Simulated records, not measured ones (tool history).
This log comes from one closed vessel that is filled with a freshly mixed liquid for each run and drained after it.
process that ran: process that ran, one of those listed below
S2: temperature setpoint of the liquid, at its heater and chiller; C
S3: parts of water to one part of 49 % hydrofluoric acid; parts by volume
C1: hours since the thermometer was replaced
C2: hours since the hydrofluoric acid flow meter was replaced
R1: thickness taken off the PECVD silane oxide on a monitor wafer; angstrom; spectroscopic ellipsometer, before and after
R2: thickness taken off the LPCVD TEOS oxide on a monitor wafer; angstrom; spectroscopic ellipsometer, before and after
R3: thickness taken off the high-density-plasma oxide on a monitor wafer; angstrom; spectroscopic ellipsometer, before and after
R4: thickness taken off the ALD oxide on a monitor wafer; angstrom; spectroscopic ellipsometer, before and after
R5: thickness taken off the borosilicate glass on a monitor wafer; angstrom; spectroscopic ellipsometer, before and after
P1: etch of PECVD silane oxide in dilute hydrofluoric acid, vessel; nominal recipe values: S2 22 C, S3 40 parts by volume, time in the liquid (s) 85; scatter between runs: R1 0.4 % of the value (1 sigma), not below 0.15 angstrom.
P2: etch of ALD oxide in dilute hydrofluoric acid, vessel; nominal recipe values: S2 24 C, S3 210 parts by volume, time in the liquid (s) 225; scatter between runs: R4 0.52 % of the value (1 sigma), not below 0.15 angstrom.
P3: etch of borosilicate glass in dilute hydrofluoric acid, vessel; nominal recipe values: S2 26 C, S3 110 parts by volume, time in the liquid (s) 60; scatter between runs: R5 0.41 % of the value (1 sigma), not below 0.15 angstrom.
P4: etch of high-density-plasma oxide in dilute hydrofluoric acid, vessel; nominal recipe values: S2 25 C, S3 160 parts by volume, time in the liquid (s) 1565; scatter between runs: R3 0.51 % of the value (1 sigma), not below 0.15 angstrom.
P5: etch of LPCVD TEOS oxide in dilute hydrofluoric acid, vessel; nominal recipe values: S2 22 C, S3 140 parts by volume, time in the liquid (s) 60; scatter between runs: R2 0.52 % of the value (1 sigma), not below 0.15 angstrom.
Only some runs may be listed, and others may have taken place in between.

Run 1, hour 7: process that ran P1, S2 22 C, S3 40 parts by volume, time in the liquid (s) 85; C1 815.9; C2 379.6. Result: R1 354.82 angstrom.
Run 2, hour 14.1: process that ran P5, S2 22 C, S3 35 parts by volume, time in the liquid (s) 60; C1 823; C2 386.7. Result: R2 939.57 angstrom.
Run 3, hour 29.1: process that ran P1, S2 17 C, S3 40 parts by volume, time in the liquid (s) 85; C1 838; C2 401.7. Result: R1 284.53 angstrom.
Run 4, hour 37.4: process that ran P4, S2 32 C, S3 160 parts by volume, time in the liquid (s) 1565; C1 846.3; C2 410. Result: R3 652.72 angstrom.
Run 5, hour 51.2: process that ran P5, S2 22 C, S3 140 parts by volume, time in the liquid (s) 105; C1 860.1; C2 423.8. Result: R2 363.8 angstrom.
Run 6, hour 58.1: process that ran P1, S2 17 C, S3 40 parts by volume, time in the liquid (s) 45; C1 867; C2 430.7. Result: R1 151.44 angstrom.
Run 7, hour 65.4: process that ran P1, S2 22 C, S3 40 parts by volume, time in the liquid (s) 165; C1 874.3; C2 438. Result: R1 684.03 angstrom.
At hour 67.1: thermometer replaced.
Run 8, hour 76.7: process that ran P2, S2 24 C, S3 370 parts by volume, time in the liquid (s) 225; C1 9.7; C2 449.3. Result: R4 44.202 angstrom.
Run 9, hour 89.2: process that ran P1, S2 22 C, S3 40 parts by volume, time in the liquid (s) 85; C1 22.2; C2 461.8. Result: R1 351.49 angstrom.
Run 10, hour 96.6: process that ran P1, S2 22 C, S3 70 parts by volume, time in the liquid (s) 30; C1 29.6; C2 469.2. Result: R1 69.196 angstrom.
Run 11, hour 103.8: process that ran P4, S2 25 C, S3 160 parts by volume, time in the liquid (s) 635; C1 36.8; C2 476.4. Result: R3 202.83 angstrom.
Run 12, hour 119.2: process that ran P3, S2 26 C, S3 110 parts by volume, time in the liquid (s) 60; C1 52.2; C2 491.8. Result: R5 158.71 angstrom.
Run 13, hour 131.5: process that ran P3, S2 26 C, S3 30 parts by volume, time in the liquid (s) 60; C1 64.5; C2 504.1. Result: R5 649.15 angstrom.
Run 14, hour 145.1: process that ran P3, S2 26 C, S3 110 parts by volume, time in the liquid (s) 110; C1 78.1; C2 517.7. Result: R5 291.7 angstrom.
Run 15, hour 155.9: process that ran P1, S2 22 C, S3 40 parts by volume, time in the liquid (s) 85; C1 88.9; C2 528.5. Result: R1 351.1 angstrom.
Run 16, hour 162.6: process that ran P2, S2 24 C, S3 210 parts by volume, time in the liquid (s) 225; C1 95.6; C2 535.2. Result: R4 91.855 angstrom.
Run 17, hour 170.2: process that ran P1, S2 22 C, S3 55 parts by volume, time in the liquid (s) 85; C1 103.2; C2 542.8. Result: R1 250.18 angstrom.
Run 18, hour 182: process that ran P1, S2 22 C, S3 40 parts by volume, time in the liquid (s) 30; C1 115; C2 554.6. Result: R1 125.55 angstrom.
Run 19, hour 192: process that ran P4, S2 25 C, S3 160 parts by volume, time in the liquid (s) 1565; C1 125; C2 564.6. Result: R3 504.87 angstrom.
At hour 198.4: hydrofluoric acid flow meter replaced.
Run 20, hour 199.8: process that ran P3, S2 32 C, S3 110 parts by volume, time in the liquid (s) 60; C1 132.8; C2 1.5. Result: R5 199.78 angstrom.
Run 21, hour 214.6: process that ran P3, S2 26 C, S3 110 parts by volume, time in the liquid (s) 60; C1 147.6; C2 16.3. Result: R5 159.18 angstrom.
Run 22, hour 224.9: process that ran P5, S2 17 C, S3 140 parts by volume, time in the liquid (s) 60; C1 157.9; C2 26.6. Result: R2 169.8 angstrom.
Run 23, hour 234.8: process that ran P4, S2 25 C, S3 25 parts by volume, time in the liquid (s) 1565; C1 167.8; C2 36.5. Result: R3 3850.8 angstrom.
Run 24, hour 249.5: process that ran P4, S2 25 C, S3 160 parts by volume, time in the liquid (s) 1565; C1 182.5; C2 51.2. Result: R3 502.52 angstrom.
Run 25, hour 263: process that ran P1, S2 17 C, S3 40 parts by volume, time in the liquid (s) 30; C1 196; C2 64.7. Result: R1 100.28 angstrom.
Run 26, hour 277.2: process that ran P2, S2 32 C, S3 210 parts by volume, time in the liquid (s) 225; C1 210.2; C2 78.9. Result: R4 121.55 angstrom.
Run 27, hour 292: process that ran P1, S2 22 C, S3 20 parts by volume, time in the liquid (s) 85; C1 225; C2 93.7. Result: R1 727.29 angstrom.
Run 28, hour 304.5: process that ran P1, S2 27 C, S3 40 parts by volume, time in the liquid (s) 85; C1 237.5; C2 106.2. Result: R1 434.91 angstrom.
Run 29, hour 313.6: process that ran P1, S2 22 C, S3 40 parts by volume, time in the liquid (s) 85; C1 246.6; C2 115.3. Result: R1 354.28 angstrom.
Run 30, hour 327: process that ran P1, S2 22 C, S3 40 parts by volume, time in the liquid (s) 85; C1 260; C2 128.7. Result: R1 353.34 angstrom.
Run 31, hour 341.5: process that ran P5, S2 22 C, S3 140 parts by volume, time in the liquid (s) 60; C1 274.5; C2 143.2. Result: R2 208.38 angstrom.
Run 32, hour 349.7: process that ran P2, S2 24 C, S3 210 parts by volume, time in the liquid (s) 395; C1 282.7; C2 151.4. Result: R4 161.79 angstrom.
Run 33, hour 364.5: process that ran P5, S2 22 C, S3 140 parts by volume, time in the liquid (s) 60; C1 297.5; C2 166.2. Result: R2 206.82 angstrom.
Run 34, hour 377.1: process that ran P1, S2 22 C, S3 40 parts by volume, time in the liquid (s) 85; C1 310.1; C2 178.8. Result: R1 354.06 angstrom.
Run 35, hour 385.5: process that ran P1, S2 22 C, S3 40 parts by volume, time in the liquid (s) 85; C1 318.5; C2 187.2. Result: R1 362.78 angstrom.
Run 36, hour 397.7: process that ran P1, S2 22 C, S3 40 parts by volume, time in the liquid (s) 85; C1 330.7; C2 199.4. Result: R1 371.39 angstrom.
Run 37, hour 411.9: process that ran P1, S2 22 C, S3 40 parts by volume, time in the liquid (s) 85; C1 344.9; C2 213.6. Result: R1 376.77 angstrom.
Run 38, hour 420.9: process that ran P1, S2 22 C, S3 40 parts by volume, time in the liquid (s) 85; C1 353.9; C2 222.6. Result: R1 376.01 angstrom.
Run 39, hour 431.9: process that ran P1, S2 22 C, S3 40 parts by volume, time in the liquid (s) 85; C1 364.9; C2 233.6. Result: R1 375.27 angstrom.
Run 40, hour 442.2: process that ran P1, S2 22 C, S3 40 parts by volume, time in the liquid (s) 85; C1 375.2; C2 243.9. Result: R1 382.53 angstrom.
Run 41, hour 455.4: process that ran P1, S2 22 C, S3 40 parts by volume, time in the liquid (s) 85; C1 388.4; C2 257.1. Result: R1 380.38 angstrom.

P1 no longer gives what it gave before; its output has crept away from where it was. The following 2 causes, each at its listed size, fit the log equally well:
A: liquid hotter than its thermometer reads (K) = 1.75
B: hydrofluoric acid flow above the setpoint (%) = 7.2
The onset of the drift is placed at about hour 377.1.

Consider the 4 check runs below, whose results appear as question marks and each of which averages 2 wafers. Which one distinguishes the causes, in that each cause would give it a clearly different result?
Run check 1, hour 468.6: process that ran P5, S2 18.5 C, S3 140 parts by volume, time in the liquid (s) 60. Result: R2 ?.
Run check 2, hour 468.6: process that ran P2, S2 30.5 C, S3 330 parts by volume, time in the liquid (s) 225. Result: R4 ?.
Run check 3, hour 468.6: process that ran P4, S2 25 C, S3 30 parts by volume, time in the liquid (s) 645. Result: R3 ?.
Run check 4, hour 468.6: process that ran P3, S2 26 C, S3 35 parts by volume, time in the liquid (s) 60. Result: R5 ?.

Outcome of each check run for each possible cause:
  check  result    if A    if B
check 1      R2  193.53  195.21
check 2      R4  67.594  70.308
check 3      R3  1406.4  1406.3
check 4      R5  593.12     594
Separation of the two closest causes in each check, using whichever result separates them best: check 1 0.86 %; check 2 3.94 %; check 3 0.01 %; check 4 0.15 %
Check 2 distinguishes between the causes, while the remaining checks would return nearly the same result for all of them.

Check 2 was then run and gave: R4 67.509 angstrom. Which cause is it?

A is the cause: liquid hotter than its thermometer reads (K).

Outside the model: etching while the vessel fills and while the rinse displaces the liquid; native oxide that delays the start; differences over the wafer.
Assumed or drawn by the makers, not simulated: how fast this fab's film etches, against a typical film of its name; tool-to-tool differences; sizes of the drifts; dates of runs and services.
